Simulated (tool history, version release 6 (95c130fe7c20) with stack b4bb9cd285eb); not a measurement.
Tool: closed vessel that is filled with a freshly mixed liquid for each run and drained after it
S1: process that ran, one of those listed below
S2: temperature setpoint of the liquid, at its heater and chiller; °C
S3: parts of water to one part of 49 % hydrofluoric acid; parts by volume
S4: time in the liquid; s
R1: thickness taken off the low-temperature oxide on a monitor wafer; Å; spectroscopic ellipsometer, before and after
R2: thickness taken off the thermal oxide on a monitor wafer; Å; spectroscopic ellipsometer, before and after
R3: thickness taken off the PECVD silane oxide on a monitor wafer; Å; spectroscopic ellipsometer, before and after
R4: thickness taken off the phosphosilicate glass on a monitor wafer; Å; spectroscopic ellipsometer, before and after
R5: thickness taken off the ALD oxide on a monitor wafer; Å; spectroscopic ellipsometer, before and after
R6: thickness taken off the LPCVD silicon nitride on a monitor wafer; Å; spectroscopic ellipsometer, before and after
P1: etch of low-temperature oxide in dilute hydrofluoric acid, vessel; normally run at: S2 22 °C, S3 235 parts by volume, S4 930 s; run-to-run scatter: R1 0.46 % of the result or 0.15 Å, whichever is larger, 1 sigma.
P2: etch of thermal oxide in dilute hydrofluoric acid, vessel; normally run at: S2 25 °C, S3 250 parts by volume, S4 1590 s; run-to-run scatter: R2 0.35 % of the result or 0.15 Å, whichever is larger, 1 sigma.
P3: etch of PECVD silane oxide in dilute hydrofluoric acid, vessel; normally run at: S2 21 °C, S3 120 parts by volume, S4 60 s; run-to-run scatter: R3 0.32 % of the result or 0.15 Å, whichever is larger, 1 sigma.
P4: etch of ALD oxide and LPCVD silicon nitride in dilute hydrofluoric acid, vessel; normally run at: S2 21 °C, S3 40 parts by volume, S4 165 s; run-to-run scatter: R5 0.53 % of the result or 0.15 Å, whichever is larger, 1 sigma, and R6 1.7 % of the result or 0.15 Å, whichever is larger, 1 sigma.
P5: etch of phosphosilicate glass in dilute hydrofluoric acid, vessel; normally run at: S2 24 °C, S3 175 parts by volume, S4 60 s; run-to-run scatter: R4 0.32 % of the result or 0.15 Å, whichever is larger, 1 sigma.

{"run": 1, "day": 0.246, "S1": "P1", "S2": 22, "S3": 235, "S4": 930, "R1": 353.26}
{"run": 2, "day": 0.592, "S1": "P2", "S2": 25, "S3": 250, "S4": 3115, "R2": 551.7}
{"run": 3, "day": 0.829, "S1": "P3", "S2": 21, "S3": 120, "S4": 60, "R3": 214.24}
{"run": 4, "day": 1.088, "S1": "P5", "S2": 24, "S3": 175, "S4": 60, "R4": 248.32}
{"run": 5, "day": 1.371, "S1": "P4", "S2": 21, "S3": 40, "S4": 165, "R5": 375.12, "R6": 14.24}
{"run": 6, "day": 1.667, "S1": "P5", "S2": 24, "S3": 280, "S4": 60, "R4": 139.66}
{"run": 7, "day": 1.933, "S1": "P3", "S2": 21, "S3": 120, "S4": 60, "R3": 212.65}
{"run": 8, "day": 2.188, "S1": "P4", "S2": 29, "S3": 40, "S4": 165, "R5": 526.52, "R6": 25.649}
{"run": 9, "day": 2.417, "S1": "P1", "S2": 22, "S3": 115, "S4": 930, "R1": 834.25}
{"run": 10, "day": 2.7, "S1": "P3", "S2": 21, "S3": 120, "S4": 95, "R3": 341.28}
{"run": 11, "day": 2.888, "S1": "P1", "S2": 22, "S3": 235, "S4": 1420, "R1": 544.31}
{"run": 12, "day": 3.188, "S1": "P1", "S2": 22, "S3": 395, "S4": 930, "R1": 182.07}
{"run": 13, "day": 3.483, "S1": "P1", "S2": 22, "S3": 235, "S4": 930, "R1": 354.95}
{"run": 14, "day": 3.796, "S1": "P4", "S2": 21, "S3": 40, "S4": 40, "R5": 91.187, "R6": 3.488}
{"run": 15, "day": 4.038, "S1": "P1", "S2": 26, "S3": 120, "S4": 930, "R1": 905.24}
{"run": 16, "day": 4.238, "S1": "P2", "S2": 33, "S3": 250, "S4": 1590, "R2": 370.35}
{"run": 17, "day": 4.442, "S1": "P5", "S2": 17, "S3": 175, "S4": 60, "R4": 188.34}
{"run": 18, "day": 4.642, "S1": "P3", "S2": 28, "S3": 120, "S4": 60, "R3": 281.26}
{"run": 19, "day": 5.025, "S1": "P2", "S2": 25, "S3": 55, "S4": 1590, "R2": 1619.9}
{"run": 20, "day": 5.288, "S1": "P1", "S2": 28.5, "S3": 235, "S4": 930, "R1": 446.09}
{"run": 21, "day": 5.571, "S1": "P5", "S2": 24, "S3": 175, "S4": 100, "R4": 413.6}
{"run": 22, "day": 5.812, "S1": "P1", "S2": 22, "S3": 355, "S4": 1430, "R1": 324.32}
{"run": 23, "day": 6.175, "S1": "P1", "S2": 17, "S3": 235, "S4": 930, "R1": 293.14}
{"run": 24, "day": 6.442, "S1": "P1", "S2": 22, "S3": 235, "S4": 930, "R1": 354.07}
{"run": 25, "day": 6.654, "S1": "P2", "S2": 25, "S3": 250, "S4": 1590, "R2": 281.88}
{"run": 26, "day": 6.912, "S1": "P3", "S2": 21, "S3": 215, "S4": 60, "R3": 107.92}
{"run": 27, "day": 7.133, "S1": "P1", "S2": 22, "S3": 235, "S4": 930, "R1": 352.02}
{"run": 28, "day": 7.375, "S1": "P4", "S2": 21, "S3": 25, "S4": 165, "R5": 617.7, "R6": 22.996}
{"run": 29, "day": 7.6, "S1": "P1", "S2": 22, "S3": 135, "S4": 1625, "R1": 1207.9}
{"run": 30, "day": 7.888, "S1": "P1", "S2": 22, "S3": 235, "S4": 255, "R1": 97.342}
{"run": 31, "day": 8.2, "S1": "P1", "S2": 22, "S3": 235, "S4": 930, "R1": 354.96}
{"run": 32, "day": 8.458, "S1": "P1", "S2": 22, "S3": 235, "S4": 930, "R1": 347.37}
{"run": 33, "day": 8.758, "S1": "P1", "S2": 22, "S3": 235, "S4": 930, "R1": 340.97}
{"run": 34, "day": 9.004, "S1": "P1", "S2": 22, "S3": 235, "S4": 930, "R1": 333.54}
{"run": 35, "day": 9.3, "S1": "P1", "S2": 22, "S3": 235, "S4": 930, "R1": 334.97}
{"run": 36, "day": 9.675, "S1": "P1", "S2": 22, "S3": 235, "S4": 930, "R1": 331.28}
{"run": 37, "day": 9.929, "S1": "P1", "S2": 22, "S3": 235, "S4": 930, "R1": 332.38}
{"run": 38, "day": 10.288, "S1": "P1", "S2": 22, "S3": 235, "S4": 930, "R1": 331.76}

What P1 gives has crept away from where it was. These 2 causes fit the log equally well, each at the size given:
A: hydrofluoric acid flow below the setpoint (%) = 5.41
B: liquid colder than its thermometer reads (K) = 1.85
The creep began at about day 8.2.

4 check runs are offered, each on 5 wafers whose results are averaged, their results left as question marks. Which one tells the causes apart?
{"run": "check 1", "day": 10.646, "S1": "P5", "S2": 24, "S3": 235, "S4": 85, "R4": "?"}
{"run": "check 2", "day": 10.646, "S1": "P3", "S2": 27.5, "S3": 185, "S4": 60, "R3": "?"}
{"run": "check 3", "day": 10.646, "S1": "P2", "S2": 29.5, "S3": 125, "S4": 1590, "R2": "?"}
{"run": "check 4", "day": 10.646, "S1": "P4", "S2": 26, "S3": 40, "S4": 90, "R5": "?", "R6": "?"}

What each check would give under each cause:
check=check_1 result=R4 if_A=229.96 if_B=230.38
check=check_2 result=R3 if_A=154.45 if_B=154.59
check=check_3 result=R2 if_A=720.32 if_B=717.68
check=check_4 result=R5 if_A=238.74 if_B=234.67
check=check_4 result=R6 if_A=10.647 if_B=9.9278
How far apart the two closest causes lie, in the result that separates them most: check 1 0.19 %; check 2 0.09 %; check 3 0.37 %; check 4 7 %
Check 4 tells the causes apart: in the others they would give nearly the same result.

Then check 4 was run and gave: R5 238.57 Å; R6 10.492 Å. Which cause is it?

It is A: hydrofluoric acid flow below the setpoint (%).

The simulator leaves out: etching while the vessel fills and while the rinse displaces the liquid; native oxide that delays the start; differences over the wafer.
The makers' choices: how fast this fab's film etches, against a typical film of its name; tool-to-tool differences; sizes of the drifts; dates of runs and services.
